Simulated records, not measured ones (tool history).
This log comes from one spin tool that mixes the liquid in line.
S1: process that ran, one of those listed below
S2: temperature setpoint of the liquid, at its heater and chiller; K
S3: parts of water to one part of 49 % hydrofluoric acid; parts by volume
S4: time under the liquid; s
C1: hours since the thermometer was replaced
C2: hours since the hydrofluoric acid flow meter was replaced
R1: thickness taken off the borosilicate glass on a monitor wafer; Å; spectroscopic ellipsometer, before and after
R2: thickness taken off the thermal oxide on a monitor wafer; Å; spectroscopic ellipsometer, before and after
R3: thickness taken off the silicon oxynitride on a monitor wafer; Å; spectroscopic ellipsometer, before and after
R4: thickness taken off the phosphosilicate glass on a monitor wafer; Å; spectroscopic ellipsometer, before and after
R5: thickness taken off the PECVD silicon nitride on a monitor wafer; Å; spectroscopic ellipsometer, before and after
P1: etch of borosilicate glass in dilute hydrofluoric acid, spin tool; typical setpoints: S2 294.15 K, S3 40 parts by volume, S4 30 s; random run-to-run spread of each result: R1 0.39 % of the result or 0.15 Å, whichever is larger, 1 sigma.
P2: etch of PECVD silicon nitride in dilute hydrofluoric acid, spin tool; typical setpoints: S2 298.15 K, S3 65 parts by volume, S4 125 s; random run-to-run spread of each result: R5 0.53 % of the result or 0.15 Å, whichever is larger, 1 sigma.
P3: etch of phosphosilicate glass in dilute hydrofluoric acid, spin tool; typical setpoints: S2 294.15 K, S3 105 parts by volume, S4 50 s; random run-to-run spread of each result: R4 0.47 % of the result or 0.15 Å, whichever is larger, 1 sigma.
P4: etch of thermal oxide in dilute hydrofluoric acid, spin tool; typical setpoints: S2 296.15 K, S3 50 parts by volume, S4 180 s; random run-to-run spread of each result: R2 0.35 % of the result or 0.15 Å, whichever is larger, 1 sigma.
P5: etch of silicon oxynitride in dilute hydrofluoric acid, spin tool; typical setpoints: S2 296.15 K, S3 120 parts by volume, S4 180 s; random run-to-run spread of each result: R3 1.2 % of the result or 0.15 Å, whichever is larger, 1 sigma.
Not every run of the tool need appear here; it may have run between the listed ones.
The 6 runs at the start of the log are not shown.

run 7 hour=27 | S1=P5 S2=301.15 S3=120 S4=180 | C1=521.7 C2=184.2 | R3=25.98
run 8 hour=29.7 | S1=P4 S2=296.15 S3=50 S4=180 | C1=524.4 C2=186.9 | R2=172.28
run 9 hour=33.5 | S1=P3 S2=294.15 S3=105 S4=50 | C1=528.2 C2=190.7 | R4=456.27
run 10 hour=36.2 | S1=P3 S2=294.15 S3=105 S4=50 | C1=530.9 C2=193.4 | R4=452.54
run 11 hour=39.1 | S1=P1 S2=294.15 S3=40 S4=30 | C1=533.8 C2=196.3 | R1=235.73
run 12 hour=43.1 | S1=P4 S2=296.15 S3=70 S4=180 | C1=537.8 C2=200.3 | R2=120.04
run 13 hour=47.6 | S1=P1 S2=294.15 S3=65 S4=30 | C1=542.3 C2=204.8 | R1=141.35
run 14 hour=51.5 | S1=P1 S2=294.15 S3=40 S4=30 | C1=546.2 C2=208.7 | R1=234.74
run 15 hour=56.4 | S1=P3 S2=294.15 S3=105 S4=100 | C1=551.1 C2=213.6 | R4=905.39
run 16 hour=58.6 | S1=P4 S2=296.15 S3=50 S4=15 | C1=553.3 C2=215.8 | R2=14.426
run 17 hour=62.4 | S1=P1 S2=294.15 S3=40 S4=30 | C1=557.1 C2=219.6 | R1=234.9
run 18 hour=65.6 | S1=P2 S2=298.15 S3=65 S4=125 | C1=560.3 C2=222.8 | R5=104.48
run 19 hour=67.8 | S1=P1 S2=294.15 S3=40 S4=15 | C1=562.5 C2=225 | R1=117.27
run 20 hour=70.3 | S1=P1 S2=290.15 S3=40 S4=30 | C1=565 C2=227.5 | R1=197.77
run 21 hour=74.5 | S1=P5 S2=296.15 S3=120 S4=345 | C1=569.2 C2=231.7 | R3=40.363
run 22 hour=76.9 | S1=P3 S2=294.15 S3=55 S4=50 | C1=571.6 C2=234.1 | R4=926.02
run 23 hour=79.3 | S1=P5 S2=296.15 S3=30 S4=180 | C1=574 C2=236.5 | R3=88.597

What will run 24 give?
run 24 hour=83 | S1=P1 S2=294.15 S3=40 S4=50 | C1=577.7 C2=240.2 | R1=?

R1: 393.51 Å
